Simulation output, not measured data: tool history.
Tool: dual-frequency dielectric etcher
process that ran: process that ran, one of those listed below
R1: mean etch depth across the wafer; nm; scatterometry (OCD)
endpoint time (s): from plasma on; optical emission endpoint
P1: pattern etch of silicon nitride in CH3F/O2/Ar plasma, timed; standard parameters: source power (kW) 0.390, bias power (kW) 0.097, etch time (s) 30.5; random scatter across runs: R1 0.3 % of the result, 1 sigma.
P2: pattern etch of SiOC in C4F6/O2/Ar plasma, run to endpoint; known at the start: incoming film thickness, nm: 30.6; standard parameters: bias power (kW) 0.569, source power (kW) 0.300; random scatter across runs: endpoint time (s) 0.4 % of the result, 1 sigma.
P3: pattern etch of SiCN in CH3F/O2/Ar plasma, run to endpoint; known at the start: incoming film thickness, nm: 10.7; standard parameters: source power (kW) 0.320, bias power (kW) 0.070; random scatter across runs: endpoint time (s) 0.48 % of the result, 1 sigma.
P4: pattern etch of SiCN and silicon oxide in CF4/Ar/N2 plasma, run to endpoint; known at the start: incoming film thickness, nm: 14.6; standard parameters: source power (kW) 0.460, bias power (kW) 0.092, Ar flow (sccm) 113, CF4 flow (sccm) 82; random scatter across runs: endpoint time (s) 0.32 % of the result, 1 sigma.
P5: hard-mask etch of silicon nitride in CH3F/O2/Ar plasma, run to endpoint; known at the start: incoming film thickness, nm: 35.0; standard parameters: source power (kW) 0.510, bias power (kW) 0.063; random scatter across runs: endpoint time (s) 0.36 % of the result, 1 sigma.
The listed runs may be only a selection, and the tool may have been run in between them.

{"run": 1, "hour": 10.5, "process that ran": "P1", "source power (kW)": 0.39, "bias power (kW)": 0.097, "etch time (s)": 30.5, "R1": 23.357}
{"run": 2, "hour": 25.2, "process that ran": "P4", "source power (kW)": 0.46, "bias power (kW)": 0.118, "Ar flow (sccm)": 113, "CF4 flow (sccm)": 82, "endpoint time (s)": 13.234}
{"run": 3, "hour": 36.5, "process that ran": "P1", "source power (kW)": 0.56, "bias power (kW)": 0.097, "etch time (s)": 30.5, "R1": 26.647}
{"run": 4, "hour": 51.9, "process that ran": "P2", "source power (kW)": 0.3, "bias power (kW)": 0.569, "endpoint time (s)": 10.888}
{"run": 5, "hour": 62.7, "process that ran": "P4", "source power (kW)": 0.46, "bias power (kW)": 0.092, "Ar flow (sccm)": 113, "CF4 flow (sccm)": 82, "endpoint time (s)": 14.453}
{"run": 6, "hour": 70.3, "process that ran": "P3", "source power (kW)": 0.32, "bias power (kW)": 0.099, "endpoint time (s)": 27.81}
{"run": 7, "hour": 80.7, "process that ran": "P4", "source power (kW)": 0.46, "bias power (kW)": 0.092, "Ar flow (sccm)": 72, "CF4 flow (sccm)": 82, "endpoint time (s)": 13.627}
{"run": 8, "hour": 92.2, "process that ran": "P1", "source power (kW)": 0.39, "bias power (kW)": 0.097, "etch time (s)": 30.5, "R1": 23.362}
{"run": 9, "hour": 100.1, "process that ran": "P1", "source power (kW)": 0.39, "bias power (kW)": 0.097, "etch time (s)": 22.5, "R1": 17.126}
{"run": 10, "hour": 107.8, "process that ran": "P4", "source power (kW)": 0.59, "bias power (kW)": 0.092, "Ar flow (sccm)": 113, "CF4 flow (sccm)": 82, "endpoint time (s)": 11.625}
{"run": 11, "hour": 119.4, "process that ran": "P1", "source power (kW)": 0.39, "bias power (kW)": 0.072, "etch time (s)": 30.5, "R1": 20.99}
{"run": 12, "hour": 128.7, "process that ran": "P1", "source power (kW)": 0.39, "bias power (kW)": 0.13, "etch time (s)": 30.5, "R1": 25.999}
{"run": 13, "hour": 135.6, "process that ran": "P4", "source power (kW)": 0.46, "bias power (kW)": 0.092, "Ar flow (sccm)": 113, "CF4 flow (sccm)": 105, "endpoint time (s)": 14.039}
{"run": 14, "hour": 146.5, "process that ran": "P1", "source power (kW)": 0.39, "bias power (kW)": 0.097, "etch time (s)": 44.0, "R1": 33.527}
{"run": 15, "hour": 160.9, "process that ran": "P1", "source power (kW)": 0.39, "bias power (kW)": 0.081, "etch time (s)": 37.5, "R1": 26.919}
{"run": 16, "hour": 173.7, "process that ran": "P1", "source power (kW)": 0.39, "bias power (kW)": 0.097, "etch time (s)": 30.5, "R1": 23.207}
{"run": 17, "hour": 182.0, "process that ran": "P1", "source power (kW)": 0.39, "bias power (kW)": 0.097, "etch time (s)": 30.5, "R1": 23.229}
{"run": 18, "hour": 197.1, "process that ran": "P5", "source power (kW)": 0.51, "bias power (kW)": 0.04, "endpoint time (s)": 53.788}
{"run": 19, "hour": 211.8, "process that ran": "P1", "source power (kW)": 0.31, "bias power (kW)": 0.097, "etch time (s)": 30.5, "R1": 21.285}
{"run": 20, "hour": 221.5, "process that ran": "P5", "source power (kW)": 0.7, "bias power (kW)": 0.063, "endpoint time (s)": 41.247}
{"run": 21, "hour": 229.0, "process that ran": "P2", "source power (kW)": 0.3, "bias power (kW)": 0.4, "endpoint time (s)": 12.447}
{"run": 22, "hour": 241.8, "process that ran": "P1", "source power (kW)": 0.39, "bias power (kW)": 0.097, "etch time (s)": 30.5, "R1": 23.269}
{"run": 23, "hour": 249.3, "process that ran": "P3", "source power (kW)": 0.19, "bias power (kW)": 0.07, "endpoint time (s)": 38.14}
{"run": 24, "hour": 257.8, "process that ran": "P3", "source power (kW)": 0.32, "bias power (kW)": 0.07, "endpoint time (s)": 31.555}
{"run": 25, "hour": 265.3, "process that ran": "P2", "source power (kW)": 0.18, "bias power (kW)": 0.569, "endpoint time (s)": 13.1}
{"run": 26, "hour": 279.2, "process that ran": "P5", "source power (kW)": 0.51, "bias power (kW)": 0.063, "endpoint time (s)": 46.842}
{"run": 27, "hour": 291.0, "process that ran": "P1", "source power (kW)": 0.39, "bias power (kW)": 0.097, "etch time (s)": 30.5, "R1": 23.199}
{"run": 28, "hour": 306.2, "process that ran": "P1", "source power (kW)": 0.39, "bias power (kW)": 0.097, "etch time (s)": 30.5, "R1": 22.963}
{"run": 29, "hour": 316.4, "process that ran": "P1", "source power (kW)": 0.39, "bias power (kW)": 0.097, "etch time (s)": 30.5, "R1": 23.088}
{"run": 30, "hour": 324.1, "process that ran": "P1", "source power (kW)": 0.39, "bias power (kW)": 0.097, "etch time (s)": 30.5, "R1": 23.125}
{"run": 31, "hour": 338.1, "process that ran": "P1", "source power (kW)": 0.39, "bias power (kW)": 0.097, "etch time (s)": 30.5, "R1": 23.039}
{"run": 32, "hour": 349.7, "process that ran": "P1", "source power (kW)": 0.39, "bias power (kW)": 0.097, "etch time (s)": 30.5, "R1": 23.105}
{"run": 33, "hour": 359.1, "process that ran": "P1", "source power (kW)": 0.39, "bias power (kW)": 0.097, "etch time (s)": 30.5, "R1": 22.749}
{"hour": 364.8, "done": "wet clean of the chamber"}
{"run": 34, "hour": 370.5, "process that ran": "P1", "source power (kW)": 0.39, "bias power (kW)": 0.097, "etch time (s)": 30.5, "R1": 22.856}
{"run": 35, "hour": 380.6, "process that ran": "P1", "source power (kW)": 0.39, "bias power (kW)": 0.097, "etch time (s)": 30.5, "R1": 22.928}
{"run": 36, "hour": 390.8, "process that ran": "P1", "source power (kW)": 0.39, "bias power (kW)": 0.097, "etch time (s)": 30.5, "R1": 23.025}
{"run": 37, "hour": 406.2, "process that ran": "P1", "source power (kW)": 0.39, "bias power (kW)": 0.097, "etch time (s)": 30.5, "R1": 22.942}
{"run": 38, "hour": 415.5, "process that ran": "P1", "source power (kW)": 0.39, "bias power (kW)": 0.097, "etch time (s)": 30.5, "R1": 22.931}

Compared with where it was, what P1 gives has crept away. Each cause listed below fits the log as well as the rest, at the size given for it:
A: bias power that arrives under what is set, % = 4.05
B: source power that arrives under what is set, % = 3.96
The drift started at roughly hour 291.0.
What rules out each remaining cause:
chamber walls in a state that lowers the etch rate, %: work on it at hour 364.8, done after the drift set in, did not restore what the process gave before

4 check runs are offered, each on 2 wafers whose results are averaged, their results left as question marks. Which one tells the causes apart?
{"run": "check 1", "hour": 424.8, "process that ran": "P5", "source power (kW)": 0.68, "bias power (kW)": 0.044, "endpoint time (s)": "?"}
{"run": "check 2", "hour": 424.8, "process that ran": "P3", "source power (kW)": 0.2, "bias power (kW)": 0.093, "endpoint time (s)": "?"}
{"run": "check 3", "hour": 424.8, "process that ran": "P2", "source power (kW)": 0.19, "bias power (kW)": 0.438, "endpoint time (s)": "?"}
{"run": "check 4", "hour": 424.8, "process that ran": "P4", "source power (kW)": 0.46, "bias power (kW)": 0.092, "Ar flow (sccm)": 73, "CF4 flow (sccm)": 82, "endpoint time (s)": "?"}

How each check would come out, cause by cause:
check=check_1 result=endpoint_time_(s) if_A=47.179 if_B=47.388
check=check_2 result=endpoint_time_(s) if_A=34.323 if_B=34.281
check=check_3 result=endpoint_time_(s) if_A=14.445 if_B=14.433
check=check_4 result=endpoint_time_(s) if_A=13.860 if_B=14.168
Distance between the nearest two causes, measured in the result of the check that separates them most: check 1 0.44 %; check 2 0.12 %; check 3 0.09 %; check 4 2.2 %
Of the check runs offered, only check 4 discriminates between the causes; the rest would read about the same regardless of which cause applies.

Check 4 was carried out, with these results: endpoint time (s) 13.861. Which of the listed causes is responsible?

It is A: bias power that arrives under what is set, %.

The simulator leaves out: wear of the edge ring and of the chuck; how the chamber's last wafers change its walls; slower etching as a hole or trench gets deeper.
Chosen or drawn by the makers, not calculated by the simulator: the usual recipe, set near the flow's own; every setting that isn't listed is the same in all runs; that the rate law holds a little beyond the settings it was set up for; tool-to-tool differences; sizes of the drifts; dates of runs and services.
